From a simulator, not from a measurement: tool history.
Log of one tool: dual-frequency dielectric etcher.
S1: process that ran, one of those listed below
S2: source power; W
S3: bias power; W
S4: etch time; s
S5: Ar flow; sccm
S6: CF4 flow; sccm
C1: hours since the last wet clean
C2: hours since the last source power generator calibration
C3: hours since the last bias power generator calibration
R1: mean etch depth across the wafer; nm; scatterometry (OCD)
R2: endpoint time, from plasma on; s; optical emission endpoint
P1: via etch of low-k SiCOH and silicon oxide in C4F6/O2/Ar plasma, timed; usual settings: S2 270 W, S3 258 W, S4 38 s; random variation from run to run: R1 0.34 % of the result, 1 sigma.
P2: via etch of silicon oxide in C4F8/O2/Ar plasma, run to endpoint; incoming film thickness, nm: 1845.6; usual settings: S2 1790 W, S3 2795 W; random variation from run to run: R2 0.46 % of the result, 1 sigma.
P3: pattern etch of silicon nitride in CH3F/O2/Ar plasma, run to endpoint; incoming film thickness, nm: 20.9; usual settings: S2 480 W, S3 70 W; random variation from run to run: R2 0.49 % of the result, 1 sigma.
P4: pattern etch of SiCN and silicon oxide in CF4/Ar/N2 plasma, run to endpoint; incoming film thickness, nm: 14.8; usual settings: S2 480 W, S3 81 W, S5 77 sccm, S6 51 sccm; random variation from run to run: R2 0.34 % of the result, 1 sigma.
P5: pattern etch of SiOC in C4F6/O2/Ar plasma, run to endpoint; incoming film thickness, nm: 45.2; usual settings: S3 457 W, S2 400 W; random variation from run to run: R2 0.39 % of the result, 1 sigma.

{"run": 1, "hour": 6.7, "S1": "P1", "S2": 270, "S3": 258, "S4": 38, "C1": 110.4, "C2": 2557.1, "C3": 1513.1, "R1": 88.607}
{"run": 2, "hour": 12.2, "S1": "P4", "S2": 480, "S3": 81, "S5": 77, "S6": 66, "C1": 115.9, "C2": 2562.6, "C3": 1518.6, "R2": 14.817}
{"run": 3, "hour": 18.4, "S1": "P1", "S2": 270, "S3": 189, "S4": 38, "C1": 122.1, "C2": 2568.8, "C3": 1524.8, "R1": 79.385}
{"run": 4, "hour": 24.8, "S1": "P1", "S2": 270, "S3": 258, "S4": 38, "C1": 128.5, "C2": 2575.2, "C3": 1531.2, "R1": 88.662}
{"run": 5, "hour": 29.5, "S1": "P5", "S2": 400, "S3": 457, "C1": 133.2, "C2": 2579.9, "C3": 1535.9, "R2": 16.042}
{"run": 6, "hour": 34.0, "S1": "P1", "S2": 270, "S3": 258, "S4": 38, "C1": 137.7, "C2": 2584.4, "C3": 1540.4, "R1": 88.781}
{"run": 7, "hour": 39.6, "S1": "P5", "S2": 400, "S3": 457, "C1": 143.3, "C2": 2590.0, "C3": 1546.0, "R2": 15.994}
{"run": 8, "hour": 43.3, "S1": "P1", "S2": 360, "S3": 258, "S4": 38, "C1": 147.0, "C2": 2593.7, "C3": 1549.7, "R1": 98.229}
{"run": 9, "hour": 49.5, "S1": "P1", "S2": 180, "S3": 258, "S4": 38, "C1": 153.2, "C2": 2599.9, "C3": 1555.9, "R1": 75.736}
{"run": 10, "hour": 56.0, "S1": "P4", "S2": 480, "S3": 81, "S5": 77, "S6": 51, "C1": 159.7, "C2": 2606.4, "C3": 1562.4, "R2": 15.388}
{"run": 11, "hour": 59.2, "S1": "P1", "S2": 270, "S3": 258, "S4": 38, "C1": 162.9, "C2": 2609.6, "C3": 1565.6, "R1": 87.652}
{"run": 12, "hour": 63.6, "S1": "P1", "S2": 270, "S3": 258, "S4": 25, "C1": 167.3, "C2": 2614.0, "C3": 1570.0, "R1": 57.956}
{"run": 13, "hour": 66.7, "S1": "P5", "S2": 400, "S3": 629, "C1": 170.4, "C2": 2617.1, "C3": 1573.1, "R2": 14.151}
{"run": 14, "hour": 74.0, "S1": "P5", "S2": 550, "S3": 457, "C1": 177.7, "C2": 2624.4, "C3": 1580.4, "R2": 14.251}
{"run": 15, "hour": 80.1, "S1": "P1", "S2": 270, "S3": 258, "S4": 52, "C1": 183.8, "C2": 2630.5, "C3": 1586.5, "R1": 121.68}
{"run": 16, "hour": 83.5, "S1": "P1", "S2": 270, "S3": 326, "S4": 38, "C1": 187.2, "C2": 2633.9, "C3": 1589.9, "R1": 95.982}
{"run": 17, "hour": 89.1, "S1": "P1", "S2": 180, "S3": 211, "S4": 38, "C1": 192.8, "C2": 2639.5, "C3": 1595.5, "R1": 70.788}
{"run": 18, "hour": 92.3, "S1": "P4", "S2": 480, "S3": 105, "S5": 77, "S6": 51, "C1": 196.0, "C2": 2642.7, "C3": 1598.7, "R2": 14.008}
{"run": 19, "hour": 99.3, "S1": "P4", "S2": 480, "S3": 81, "S5": 77, "S6": 51, "C1": 203.0, "C2": 2649.7, "C3": 1605.7, "R2": 15.275}
{"run": 20, "hour": 102.5, "S1": "P3", "S2": 480, "S3": 70, "C1": 206.2, "C2": 2652.9, "C3": 1608.9, "R2": 28.691}
{"run": 21, "hour": 106.1, "S1": "P2", "S2": 1790, "S3": 2795, "C1": 209.8, "C2": 2656.5, "C3": 1612.5, "R2": 348.33}
{"run": 22, "hour": 109.3, "S1": "P3", "S2": 480, "S3": 51, "C1": 213.0, "C2": 2659.7, "C3": 1615.7, "R2": 31.737}
{"run": 23, "hour": 114.4, "S1": "P4", "S2": 370, "S3": 81, "S5": 77, "S6": 51, "C1": 218.1, "C2": 2664.8, "C3": 1620.8, "R2": 19.301}
{"run": 24, "hour": 119.4, "S1": "P3", "S2": 290, "S3": 70, "C1": 223.1, "C2": 2669.8, "C3": 1625.8, "R2": 34.5}
{"run": 25, "hour": 125.2, "S1": "P2", "S2": 1790, "S3": 3520, "C1": 228.9, "C2": 2675.6, "C3": 1631.6, "R2": 320.55}
{"run": 26, "hour": 130.3, "S1": "P2", "S2": 1110, "S3": 2795, "C1": 234.0, "C2": 2680.7, "C3": 1636.7, "R2": 422.26}
{"run": 27, "hour": 135.3, "S1": "P1", "S2": 270, "S3": 258, "S4": 38, "C1": 239.0, "C2": 2685.7, "C3": 1641.7, "R1": 88.47}
{"run": 28, "hour": 141.0, "S1": "P1", "S2": 270, "S3": 258, "S4": 38, "C1": 244.7, "C2": 2691.4, "C3": 1647.4, "R1": 88.34}
{"run": 29, "hour": 145.1, "S1": "P4", "S2": 480, "S3": 81, "S5": 99, "S6": 51, "C1": 248.8, "C2": 2695.5, "C3": 1651.5, "R2": 15.873}
{"run": 30, "hour": 150.5, "S1": "P3", "S2": 480, "S3": 70, "C1": 254.2, "C2": 2700.9, "C3": 1656.9, "R2": 28.432}
{"run": 31, "hour": 156.4, "S1": "P1", "S2": 270, "S3": 258, "S4": 38, "C1": 260.1, "C2": 2706.8, "C3": 1662.8, "R1": 88.919}
{"run": 32, "hour": 160.8, "S1": "P1", "S2": 270, "S3": 258, "S4": 38, "C1": 264.5, "C2": 2711.2, "C3": 1667.2, "R1": 89.395}
{"run": 33, "hour": 166.7, "S1": "P1", "S2": 270, "S3": 258, "S4": 38, "C1": 270.4, "C2": 2717.1, "C3": 1673.1, "R1": 89.089}
{"run": 34, "hour": 170.3, "S1": "P1", "S2": 270, "S3": 258, "S4": 38, "C1": 274.0, "C2": 2720.7, "C3": 1676.7, "R1": 89.394}
{"run": 35, "hour": 175.1, "S1": "P1", "S2": 270, "S3": 258, "S4": 38, "C1": 278.8, "C2": 2725.5, "C3": 1681.5, "R1": 89.903}
{"run": 36, "hour": 181.6, "S1": "P1", "S2": 270, "S3": 258, "S4": 38, "C1": 285.3, "C2": 2732.0, "C3": 1688.0, "R1": 89.747}

The next listed run, before its measurement:
{"hour": 187.7, "done": "wet clean of the chamber"}
{"run": 37, "hour": 188.4, "S1": "P1", "S2": 270, "S3": 258, "S4": 38, "C1": 0.7, "C2": 2738.8, "C3": 1694.8, "R1": "?"}

R1: 90.222 nm
